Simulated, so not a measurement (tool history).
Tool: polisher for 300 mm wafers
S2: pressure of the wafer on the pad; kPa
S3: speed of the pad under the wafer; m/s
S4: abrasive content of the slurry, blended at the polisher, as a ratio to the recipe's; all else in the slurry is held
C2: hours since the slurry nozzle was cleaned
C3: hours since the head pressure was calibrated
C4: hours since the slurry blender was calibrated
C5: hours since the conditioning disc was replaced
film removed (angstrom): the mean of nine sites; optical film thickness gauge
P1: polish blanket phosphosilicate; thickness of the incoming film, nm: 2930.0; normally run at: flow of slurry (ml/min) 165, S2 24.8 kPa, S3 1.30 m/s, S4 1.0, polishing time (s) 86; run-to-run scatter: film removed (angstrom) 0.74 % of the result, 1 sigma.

Run 1, hour 4.6: flow of slurry (ml/min) 165, S2 24.8 kPa, S3 1.30 m/s, S4 1.0, polishing time (s) 86; wafers polished on this pad 587; C2 311.1; C3 213.7; C4 224.1; C5 275.0. Result: film removed (angstrom) 11694.0.
Run 2, hour 9.4: flow of slurry (ml/min) 165, S2 24.8 kPa, S3 1.30 m/s, S4 1.0, polishing time (s) 121; wafers polished on this pad 624; C2 315.9; C3 218.5; C4 228.9; C5 279.8. Result: film removed (angstrom) 16449.0.
Run 3, hour 16.9: flow of slurry (ml/min) 165, S2 24.8 kPa, S3 1.30 m/s, S4 1.0, polishing time (s) 86; wafers polished on this pad 682; C2 323.4; C3 226.0; C4 236.4; C5 287.3. Result: film removed (angstrom) 11802.0.
Run 4, hour 21.0: flow of slurry (ml/min) 255, S2 24.8 kPa, S3 1.30 m/s, S4 1.0, polishing time (s) 86; wafers polished on this pad 713; C2 327.5; C3 230.1; C4 240.5; C5 291.4. Result: film removed (angstrom) 12375.0.
Run 5, hour 27.6: flow of slurry (ml/min) 165, S2 37.9 kPa, S3 1.30 m/s, S4 1.0, polishing time (s) 86; wafers polished on this pad 764; C2 334.1; C3 236.7; C4 247.1; C5 298.0. Result: film removed (angstrom) 18145.0.
Run 6, hour 36.4: flow of slurry (ml/min) 230, S2 24.8 kPa, S3 1.30 m/s, S4 1.0, polishing time (s) 56; wafers polished on this pad 832; C2 342.9; C3 245.5; C4 255.9; C5 306.8. Result: film removed (angstrom) 7950.7.
At hour 38.6: slurry nozzle cleaned.
Run 7, hour 43.6: flow of slurry (ml/min) 165, S2 12.4 kPa, S3 1.30 m/s, S4 1.0, polishing time (s) 86; wafers polished on this pad 888; C2 5.1; C3 252.7; C4 263.1; C5 314.0. Result: film removed (angstrom) 5907.4.
Run 8, hour 48.2: flow of slurry (ml/min) 165, S2 24.8 kPa, S3 1.30 m/s, S4 1.0, polishing time (s) 86; wafers polished on this pad 923; C2 9.7; C3 257.3; C4 267.7; C5 318.6. Result: film removed (angstrom) 11633.0.
Run 9, hour 52.9: flow of slurry (ml/min) 165, S2 24.8 kPa, S3 1.30 m/s, S4 1.4, polishing time (s) 86; wafers polished on this pad 960; C2 14.4; C3 262.0; C4 272.4; C5 323.3. Result: film removed (angstrom) 13407.0.
Run 10, hour 61.9: flow of slurry (ml/min) 165, S2 24.8 kPa, S3 1.82 m/s, S4 1.0, polishing time (s) 86; wafers polished on this pad 1029; C2 23.4; C3 271.0; C4 281.4; C5 332.3. Result: film removed (angstrom) 15166.0.
Run 11, hour 70.2: flow of slurry (ml/min) 165, S2 24.8 kPa, S3 0.58 m/s, S4 1.0, polishing time (s) 86; wafers polished on this pad 1093; C2 31.7; C3 279.3; C4 289.7; C5 340.6. Result: film removed (angstrom) 6081.4.
Run 12, hour 76.6: flow of slurry (ml/min) 100, S2 24.8 kPa, S3 1.30 m/s, S4 1.0, polishing time (s) 86; wafers polished on this pad 1143; C2 38.1; C3 285.7; C4 296.1; C5 347.0. Result: film removed (angstrom) 10520.0.
Run 13, hour 81.9: flow of slurry (ml/min) 230, S2 33.8 kPa, S3 1.30 m/s, S4 1.0, polishing time (s) 86; wafers polished on this pad 1184; C2 43.4; C3 291.0; C4 301.4; C5 352.3. Result: film removed (angstrom) 16780.0.
Run 14, hour 87.3: flow of slurry (ml/min) 165, S2 24.8 kPa, S3 1.30 m/s, S4 1.0, polishing time (s) 42; wafers polished on this pad 1225; C2 48.8; C3 296.4; C4 306.8; C5 357.7. Result: film removed (angstrom) 5781.1.
At hour 89.2: head pressure recalibrated.
Run 15, hour 94.2: flow of slurry (ml/min) 165, S2 24.8 kPa, S3 1.30 m/s, S4 1.0, polishing time (s) 86; wafers polished on this pad 1279; C2 55.7; C3 5.0; C4 313.7; C5 364.6. Result: film removed (angstrom) 11548.0.
Run 16, hour 99.3: flow of slurry (ml/min) 165, S2 24.8 kPa, S3 1.30 m/s, S4 0.6, polishing time (s) 86; wafers polished on this pad 1318; C2 60.8; C3 10.1; C4 318.8; C5 369.7. Result: film removed (angstrom) 8944.5.
Run 17, hour 105.7: flow of slurry (ml/min) 165, S2 24.8 kPa, S3 1.30 m/s, S4 1.0, polishing time (s) 86; wafers polished on this pad 1367; C2 67.2; C3 16.5; C4 325.2; C5 376.1. Result: film removed (angstrom) 11808.0.
Run 18, hour 113.1: flow of slurry (ml/min) 165, S2 24.8 kPa, S3 1.30 m/s, S4 1.0, polishing time (s) 86; wafers polished on this pad 1425; C2 74.6; C3 23.9; C4 332.6; C5 383.5. Result: film removed (angstrom) 11368.0.
Run 19, hour 121.8: flow of slurry (ml/min) 165, S2 24.8 kPa, S3 1.30 m/s, S4 1.0, polishing time (s) 86; wafers polished on this pad 1492; C2 83.3; C3 32.6; C4 341.3; C5 392.2. Result: film removed (angstrom) 11236.0.

Run 20 comes next. What will it give?
Run 20, hour 125.8: flow of slurry (ml/min) 165, S2 24.8 kPa, S3 1.30 m/s, S4 1.0, polishing time (s) 86; wafers polished on this pad 1523; C2 87.3; C3 36.6; C4 345.3; C5 396.2. Result: film removed (angstrom) ?.

film removed (angstrom): 11010.0
